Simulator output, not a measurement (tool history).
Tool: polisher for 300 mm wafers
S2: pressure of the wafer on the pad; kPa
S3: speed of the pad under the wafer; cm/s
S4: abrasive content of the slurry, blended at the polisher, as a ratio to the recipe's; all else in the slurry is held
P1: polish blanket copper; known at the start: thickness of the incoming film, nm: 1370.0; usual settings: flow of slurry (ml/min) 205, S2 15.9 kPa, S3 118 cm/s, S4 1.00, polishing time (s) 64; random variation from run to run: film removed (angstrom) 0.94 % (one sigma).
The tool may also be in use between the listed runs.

Run 1, hour 13.0: flow of slurry (ml/min) 205, S2 15.9 kPa, S3 118 cm/s, S4 1.00, polishing time (s) 64. Result: film removed (angstrom) 1435.10.
Run 2, hour 26.3: flow of slurry (ml/min) 205, S2 15.9 kPa, S3 118 cm/s, S4 1.00, polishing time (s) 64. Result: film removed (angstrom) 1392.70.
Run 3, hour 40.2: flow of slurry (ml/min) 205, S2 21.4 kPa, S3 118 cm/s, S4 1.00, polishing time (s) 86. Result: film removed (angstrom) 2583.00.
Run 4, hour 57.2: flow of slurry (ml/min) 205, S2 15.9 kPa, S3 118 cm/s, S4 1.00, polishing time (s) 64. Result: film removed (angstrom) 1412.60.
Run 5, hour 68.6: flow of slurry (ml/min) 205, S2 11.7 kPa, S3 118 cm/s, S4 1.00, polishing time (s) 64. Result: film removed (angstrom) 1058.60.
Run 6, hour 84.7: flow of slurry (ml/min) 205, S2 15.9 kPa, S3 118 cm/s, S4 1.45, polishing time (s) 64. Result: film removed (angstrom) 1527.40.
Run 7, hour 98.7: flow of slurry (ml/min) 205, S2 15.9 kPa, S3 118 cm/s, S4 1.00, polishing time (s) 64. Result: film removed (angstrom) 1439.50.
Run 8, hour 116.0: flow of slurry (ml/min) 305, S2 15.9 kPa, S3 118 cm/s, S4 1.00, polishing time (s) 64. Result: film removed (angstrom) 1486.90.
Run 9, hour 130.2: flow of slurry (ml/min) 205, S2 22.8 kPa, S3 118 cm/s, S4 1.00, polishing time (s) 64. Result: film removed (angstrom) 2061.10.
Run 10, hour 138.4: flow of slurry (ml/min) 205, S2 15.9 kPa, S3 118 cm/s, S4 1.00, polishing time (s) 37. Result: film removed (angstrom) 821.27.
Run 11, hour 146.5: flow of slurry (ml/min) 205, S2 15.9 kPa, S3 118 cm/s, S4 0.50, polishing time (s) 64. Result: film removed (angstrom) 1242.70.
At hour 155.1: slurry blender recalibrated.
Run 12, hour 163.3: flow of slurry (ml/min) 125, S2 15.9 kPa, S3 118 cm/s, S4 1.00, polishing time (s) 64. Result: film removed (angstrom) 1307.10.
Run 13, hour 173.9: flow of slurry (ml/min) 145, S2 7.6 kPa, S3 118 cm/s, S4 1.00, polishing time (s) 64. Result: film removed (angstrom) 655.01.
Run 14, hour 190.5: flow of slurry (ml/min) 205, S2 15.9 kPa, S3 164 cm/s, S4 1.00, polishing time (s) 64. Result: film removed (angstrom) 1998.60.
Run 15, hour 207.5: flow of slurry (ml/min) 205, S2 15.9 kPa, S3 118 cm/s, S4 1.00, polishing time (s) 64. Result: film removed (angstrom) 1425.10.
Run 16, hour 217.0: flow of slurry (ml/min) 205, S2 15.9 kPa, S3 54 cm/s, S4 1.00, polishing time (s) 64. Result: film removed (angstrom) 648.04.
Run 17, hour 227.8: flow of slurry (ml/min) 205, S2 15.9 kPa, S3 118 cm/s, S4 1.00, polishing time (s) 95. Result: film removed (angstrom) 2131.10.
Run 18, hour 235.8: flow of slurry (ml/min) 205, S2 15.9 kPa, S3 118 cm/s, S4 1.00, polishing time (s) 64. Result: film removed (angstrom) 1427.70.
Run 19, hour 247.6: flow of slurry (ml/min) 205, S2 15.9 kPa, S3 118 cm/s, S4 1.00, polishing time (s) 64. Result: film removed (angstrom) 1367.40.
Run 20, hour 264.7: flow of slurry (ml/min) 205, S2 15.9 kPa, S3 118 cm/s, S4 1.00, polishing time (s) 64. Result: film removed (angstrom) 1328.30.
Run 21, hour 276.2: flow of slurry (ml/min) 205, S2 15.9 kPa, S3 118 cm/s, S4 1.00, polishing time (s) 64. Result: film removed (angstrom) 1341.60.
At hour 288.9: head pressure recalibrated.
Run 22, hour 289.8: flow of slurry (ml/min) 205, S2 15.9 kPa, S3 118 cm/s, S4 1.00, polishing time (s) 64. Result: film removed (angstrom) 1316.90.
At hour 291.1: worn pad replaced by a new one.
Run 23, hour 303.9: flow of slurry (ml/min) 205, S2 15.9 kPa, S3 118 cm/s, S4 1.00, polishing time (s) 64. Result: film removed (angstrom) 1305.60.
Run 24, hour 311.6: flow of slurry (ml/min) 205, S2 15.9 kPa, S3 118 cm/s, S4 1.00, polishing time (s) 64. Result: film removed (angstrom) 1335.50.

What P1 gives has crept away from where it was. These 2 causes fit the log equally well, each at the size given:
A: slurry flow missing at the pad, % = 39.9
B: abrasive missing from the slurry, % = 33
The creep began at about hour 235.8.
Why every other cause is out:
removal rate lost through wear of the pad, %: serviced at hour 291.1, which brought nothing back
head's pressure below its setpoint, %: serviced at hour 288.9, which brought nothing back

4 check runs are offered, each on 2 wafers whose results are averaged, their results left as question marks. Which one tells the causes apart?
Run check 1, hour 319.3: flow of slurry (ml/min) 205, S2 15.9 kPa, S3 118 cm/s, S4 1.45, polishing time (s) 47. Result: film removed (angstrom) ?.
Run check 2, hour 319.3: flow of slurry (ml/min) 205, S2 21.4 kPa, S3 66 cm/s, S4 1.00, polishing time (s) 64. Result: film removed (angstrom) ?.
Run check 3, hour 319.3: flow of slurry (ml/min) 125, S2 15.9 kPa, S3 154 cm/s, S4 1.00, polishing time (s) 64. Result: film removed (angstrom) ?.
Run check 4, hour 319.3: flow of slurry (ml/min) 205, S2 15.9 kPa, S3 118 cm/s, S4 1.00, polishing time (s) 91. Result: film removed (angstrom) ?.

What each check would give under each cause:
  check                   result     if A     if B
check 1  film removed (angstrom)  1044.70  1041.00
check 2  film removed (angstrom)   988.67   988.91
check 3  film removed (angstrom)  1505.50  1578.80
check 4  film removed (angstrom)  1864.70  1865.20
How far apart the two closest causes lie, in the result that separates them most: check 1 0.36 %; check 2 0.02 %; check 3 4.75 %; check 4 0.02 %
Check 3 tells the causes apart: in the others they would give nearly the same result.

Then check 3 was run and gave: film removed (angstrom) 1579.20. Which cause is it?

It is B: abrasive missing from the slurry, %.
